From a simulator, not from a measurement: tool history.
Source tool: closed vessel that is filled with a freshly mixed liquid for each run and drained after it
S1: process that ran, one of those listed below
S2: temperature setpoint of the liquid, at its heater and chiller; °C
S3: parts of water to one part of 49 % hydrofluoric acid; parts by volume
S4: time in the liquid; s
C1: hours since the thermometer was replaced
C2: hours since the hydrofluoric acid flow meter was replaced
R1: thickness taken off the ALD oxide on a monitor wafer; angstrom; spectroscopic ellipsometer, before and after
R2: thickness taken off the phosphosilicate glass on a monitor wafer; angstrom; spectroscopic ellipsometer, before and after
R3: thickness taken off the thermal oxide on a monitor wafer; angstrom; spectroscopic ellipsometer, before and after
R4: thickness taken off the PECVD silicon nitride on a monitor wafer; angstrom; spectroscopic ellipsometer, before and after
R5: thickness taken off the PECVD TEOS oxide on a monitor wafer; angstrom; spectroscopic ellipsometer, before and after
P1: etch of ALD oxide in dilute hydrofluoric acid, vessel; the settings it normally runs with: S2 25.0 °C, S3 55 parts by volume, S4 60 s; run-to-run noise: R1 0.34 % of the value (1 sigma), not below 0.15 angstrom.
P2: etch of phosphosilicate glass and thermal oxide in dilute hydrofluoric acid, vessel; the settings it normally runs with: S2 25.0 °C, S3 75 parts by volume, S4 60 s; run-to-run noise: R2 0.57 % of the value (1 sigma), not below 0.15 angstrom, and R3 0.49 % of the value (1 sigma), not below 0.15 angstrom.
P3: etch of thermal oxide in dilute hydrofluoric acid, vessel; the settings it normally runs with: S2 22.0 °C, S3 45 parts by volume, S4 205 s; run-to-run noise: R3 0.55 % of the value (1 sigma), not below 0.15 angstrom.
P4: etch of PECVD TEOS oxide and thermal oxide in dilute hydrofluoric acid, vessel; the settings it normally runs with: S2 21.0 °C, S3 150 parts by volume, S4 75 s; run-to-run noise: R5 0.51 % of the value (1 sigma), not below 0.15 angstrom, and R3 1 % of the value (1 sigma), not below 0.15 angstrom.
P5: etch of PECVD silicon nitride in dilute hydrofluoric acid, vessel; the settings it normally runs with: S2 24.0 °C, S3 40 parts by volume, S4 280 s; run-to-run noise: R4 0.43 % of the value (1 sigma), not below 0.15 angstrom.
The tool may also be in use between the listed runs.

run,hour,S1,S2,S3,S4,C1,C2,R1,R2,R3,R4,R5
1,5.1,P1,25.0,55,60,489.9,1411.4,200.96,,,,
2,13.0,P1,25.0,55,110,497.8,1419.3,365.47,,,,
3,16.8,P2,25.0,110,60,501.6,1423.1,,1137.90,27.005,,
4,22.2,P5,24.0,20,280,507.0,1428.5,,,,355.51,
5,26.4,P2,25.0,75,60,511.2,1432.7,,1741.50,41.646,,
6,30.9,P1,25.0,55,60,515.7,1437.2,201.65,,,,
7,38.3,P5,24.0,40,545,523.1,1444.6,,,,356.17,
8,45.4,P4,21.0,270,75,530.2,1451.7,,,9.686,,30.288
9,52.1,P5,24.0,40,280,536.9,1458.4,,,,183.28,
10,59.7,P2,25.0,75,30,544.5,1466.0,,874.76,20.545,,
11,67.5,P3,22.0,45,30,552.3,1473.8,,,29.237,,
12,73.6,P4,21.0,150,30,558.4,1479.9,,,7.857,,24.534
13,77.1,P1,20.5,55,60,561.9,1483.4,166.76,,,,
14,81.6,P1,25.0,55,60,566.4,1487.9,200.83,,,,
15,85.3,P2,19.0,75,60,570.1,1491.6,,1364.90,32.542,,
16,91.7,P3,22.0,65,205,576.5,1498.0,,,136.800,,
17,96.5,P1,29.0,55,30,581.3,1502.8,117.66,,,,
18,102.2,P3,26.5,45,205,587.0,1508.5,,,243.590,,
19,107.3,P1,25.0,55,30,592.1,1513.6,100.43,,,,
20,112.6,P1,25.0,55,60,597.4,1518.9,201.02,,,,
21,116.1,P3,22.0,45,205,600.9,1522.4,,,201.940,,
22,122.8,P1,29.0,55,60,607.6,1529.1,234.99,,,,
23,128.2,P5,29.0,40,280,613.0,1534.5,,,,254.35,
24,135.3,P2,25.0,75,60,620.1,1541.6,,1739.80,41.325,,
25,141.1,P1,25.0,55,60,625.9,1547.4,199.76,,,,
26,146.9,P4,17.0,150,75,631.7,1553.2,,,16.745,,51.949
27,151.1,P4,21.0,150,75,635.9,1557.4,,,19.843,,61.668
28,156.2,P1,25.0,55,60,641.0,1562.5,199.86,,,,
29,161.0,P1,25.0,20,60,645.8,1567.3,575.86,,,,
30,166.1,P1,25.0,90,60,650.9,1572.4,117.03,,,,
31,171.3,P1,25.0,55,60,656.1,1577.6,200.56,,,,
32,177.3,P1,25.0,55,60,662.1,1583.6,193.61,,,,
33,180.9,P1,25.0,55,60,665.7,1587.2,192.07,,,,
34,186.7,P1,25.0,55,60,671.5,1593.0,188.52,,,,
35,192.6,P1,25.0,55,60,677.4,1598.9,187.03,,,,
36,198.6,P1,25.0,55,60,683.4,1604.9,187.30,,,,
37,203.1,P1,25.0,55,60,687.9,1609.4,187.06,,,,

The output of P1 has drifted from where it used to be. Each of the 2 causes below, taken at the size shown beside it, accounts for the log equally well:
A: liquid colder than its thermometer reads (K) = 1.74
B: hydrofluoric acid flow below the setpoint (%) = 6.38
Creep in the process output first set in at about hour 171.3.

The check runs listed below each take one wafer, and their results are still question marks. Under which run would the listed causes lead to clearly different results?
check 1,207.6,P4,21.0,150,75,,,,,?,,?
check 2,207.6,P2,25.0,75,60,,,,?,?,,
check 3,207.6,P5,24.0,40,280,,,,,,?,
check 4,207.6,P3,22.0,45,205,,,,,?,,

Predicted outcomes, by check and by cause:
check,result,if A,if B
check 1,R3,18.694,18.553
check 1,R5,57.335,56.902
check 2,R2,1628.40,1624.40
check 2,R3,38.808,38.714
check 3,R4,162.51,171.58
check 4,R3,187.980,188.660
Smallest distance between any two causes, each pair judged by its most separating result, in per cent: check 1 0.76 %; check 2 0.24 %; check 3 5.43 %; check 4 0.36 %
Check 3 tells the causes apart: in the others they would give nearly the same result.

Check 3 has now been run. It gave: R4 172.13 angstrom. Which of the candidate causes is it?

It is B: hydrofluoric acid flow below the setpoint (%).

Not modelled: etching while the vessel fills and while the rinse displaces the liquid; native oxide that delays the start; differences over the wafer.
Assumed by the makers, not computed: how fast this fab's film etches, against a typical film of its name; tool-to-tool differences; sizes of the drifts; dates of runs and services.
